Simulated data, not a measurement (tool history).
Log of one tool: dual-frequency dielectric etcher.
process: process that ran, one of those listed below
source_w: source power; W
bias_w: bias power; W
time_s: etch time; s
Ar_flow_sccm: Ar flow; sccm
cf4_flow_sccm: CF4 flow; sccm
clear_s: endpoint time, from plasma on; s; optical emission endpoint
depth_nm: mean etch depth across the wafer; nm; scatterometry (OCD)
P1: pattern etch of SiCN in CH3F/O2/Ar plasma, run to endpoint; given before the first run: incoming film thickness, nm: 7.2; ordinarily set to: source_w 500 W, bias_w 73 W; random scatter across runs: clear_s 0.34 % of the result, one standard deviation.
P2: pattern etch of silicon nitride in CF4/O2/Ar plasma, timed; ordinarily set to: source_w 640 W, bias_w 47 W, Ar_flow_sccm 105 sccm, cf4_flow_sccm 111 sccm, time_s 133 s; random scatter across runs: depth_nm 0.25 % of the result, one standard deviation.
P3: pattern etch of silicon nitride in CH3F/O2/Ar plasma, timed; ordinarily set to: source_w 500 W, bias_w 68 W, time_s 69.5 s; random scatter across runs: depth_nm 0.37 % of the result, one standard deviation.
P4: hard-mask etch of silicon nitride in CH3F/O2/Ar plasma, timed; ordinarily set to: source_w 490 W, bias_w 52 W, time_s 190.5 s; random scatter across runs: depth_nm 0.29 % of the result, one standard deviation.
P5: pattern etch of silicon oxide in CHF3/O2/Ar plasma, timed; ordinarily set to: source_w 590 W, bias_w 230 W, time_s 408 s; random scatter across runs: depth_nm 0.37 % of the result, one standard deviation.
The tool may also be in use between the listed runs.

{"run": 1, "hour": 5.2, "process": "P1", "source_w": 500, "bias_w": 73, "clear_s": 17.816}
{"run": 2, "hour": 15.1, "process": "P5", "source_w": 590, "bias_w": 230, "time_s": 408, "depth_nm": 898.77}
{"run": 3, "hour": 23.2, "process": "P1", "source_w": 500, "bias_w": 56, "clear_s": 19.579}
{"run": 4, "hour": 30.4, "process": "P5", "source_w": 810, "bias_w": 230, "time_s": 408, "depth_nm": 1020.5}
{"run": 5, "hour": 39.1, "process": "P1", "source_w": 500, "bias_w": 73, "clear_s": 17.85}
{"run": 6, "hour": 44.5, "process": "P2", "source_w": 640, "bias_w": 47, "time_s": 133, "Ar_flow_sccm": 132, "cf4_flow_sccm": 111, "depth_nm": 295.69}
{"run": 7, "hour": 49.7, "process": "P3", "source_w": 500, "bias_w": 93, "time_s": 69.5, "depth_nm": 56.798}
{"run": 8, "hour": 57.1, "process": "P1", "source_w": 500, "bias_w": 73, "clear_s": 17.86}
{"run": 9, "hour": 61.9, "process": "P4", "source_w": 490, "bias_w": 64, "time_s": 190.5, "depth_nm": 132.95}
{"run": 10, "hour": 72.5, "process": "P2", "source_w": 640, "bias_w": 47, "time_s": 133, "Ar_flow_sccm": 105, "cf4_flow_sccm": 111, "depth_nm": 305.05}
{"run": 11, "hour": 80.5, "process": "P2", "source_w": 410, "bias_w": 47, "time_s": 133, "Ar_flow_sccm": 105, "cf4_flow_sccm": 111, "depth_nm": 206.15}
{"run": 12, "hour": 88.2, "process": "P4", "source_w": 340, "bias_w": 52, "time_s": 190.5, "depth_nm": 107.88}
{"run": 13, "hour": 98.9, "process": "P1", "source_w": 360, "bias_w": 91, "clear_s": 18.574}
{"run": 14, "hour": 107.0, "process": "P5", "source_w": 590, "bias_w": 230, "time_s": 408, "depth_nm": 902.59}
{"run": 15, "hour": 112.5, "process": "P3", "source_w": 610, "bias_w": 68, "time_s": 69.5, "depth_nm": 55.019}
{"run": 16, "hour": 118.8, "process": "P5", "source_w": 590, "bias_w": 230, "time_s": 288, "depth_nm": 636.35}
{"run": 17, "hour": 124.3, "process": "P2", "source_w": 640, "bias_w": 47, "time_s": 133, "Ar_flow_sccm": 105, "cf4_flow_sccm": 111, "depth_nm": 304.91}
{"run": 18, "hour": 132.0, "process": "P2", "source_w": 640, "bias_w": 47, "time_s": 87.5, "Ar_flow_sccm": 105, "cf4_flow_sccm": 111, "depth_nm": 201.07}
{"run": 19, "hour": 142.5, "process": "P1", "source_w": 500, "bias_w": 87, "clear_s": 16.665}
{"hour": 149.4, "done": "source power generator calibrated"}
{"run": 20, "hour": 150.6, "process": "P1", "source_w": 500, "bias_w": 73, "clear_s": 17.882}
{"run": 21, "hour": 156.8, "process": "P4", "source_w": 490, "bias_w": 52, "time_s": 278.5, "depth_nm": 181.21}
{"run": 22, "hour": 167.1, "process": "P1", "source_w": 610, "bias_w": 46, "clear_s": 19.262}
{"run": 23, "hour": 177.2, "process": "P4", "source_w": 490, "bias_w": 52, "time_s": 190.5, "depth_nm": 124.32}
{"run": 24, "hour": 186.4, "process": "P1", "source_w": 500, "bias_w": 73, "clear_s": 17.868}
{"run": 25, "hour": 192.7, "process": "P1", "source_w": 380, "bias_w": 73, "clear_s": 19.81}
{"run": 26, "hour": 199.8, "process": "P2", "source_w": 640, "bias_w": 66, "time_s": 133, "Ar_flow_sccm": 105, "cf4_flow_sccm": 111, "depth_nm": 347.29}
{"run": 27, "hour": 210.5, "process": "P2", "source_w": 640, "bias_w": 47, "time_s": 133, "Ar_flow_sccm": 105, "cf4_flow_sccm": 147, "depth_nm": 314.49}
{"run": 28, "hour": 219.1, "process": "P3", "source_w": 500, "bias_w": 68, "time_s": 69.5, "depth_nm": 50.989}
{"run": 29, "hour": 228.0, "process": "P3", "source_w": 500, "bias_w": 68, "time_s": 85, "depth_nm": 62.314}
{"run": 30, "hour": 236.1, "process": "P5", "source_w": 590, "bias_w": 285, "time_s": 408, "depth_nm": 977.01}
{"run": 31, "hour": 244.6, "process": "P4", "source_w": 490, "bias_w": 52, "time_s": 190.5, "depth_nm": 124.13}
{"run": 32, "hour": 250.7, "process": "P1", "source_w": 670, "bias_w": 73, "clear_s": 15.955}
{"run": 33, "hour": 259.2, "process": "P1", "source_w": 500, "bias_w": 73, "clear_s": 17.84}
{"run": 34, "hour": 265.7, "process": "P1", "source_w": 500, "bias_w": 73, "clear_s": 17.927}
{"run": 35, "hour": 274.0, "process": "P1", "source_w": 500, "bias_w": 73, "clear_s": 17.863}
{"run": 36, "hour": 283.7, "process": "P1", "source_w": 500, "bias_w": 73, "clear_s": 18.042}
{"run": 37, "hour": 294.1, "process": "P1", "source_w": 500, "bias_w": 73, "clear_s": 18.068}
{"run": 38, "hour": 300.5, "process": "P1", "source_w": 500, "bias_w": 73, "clear_s": 18.077}

The next listed run, before its measurement:
{"run": 39, "hour": 308.4, "process": "P1", "source_w": 500, "bias_w": 73, "clear_s": "?"}

Logged for run 39: clear_s 18.132 s.
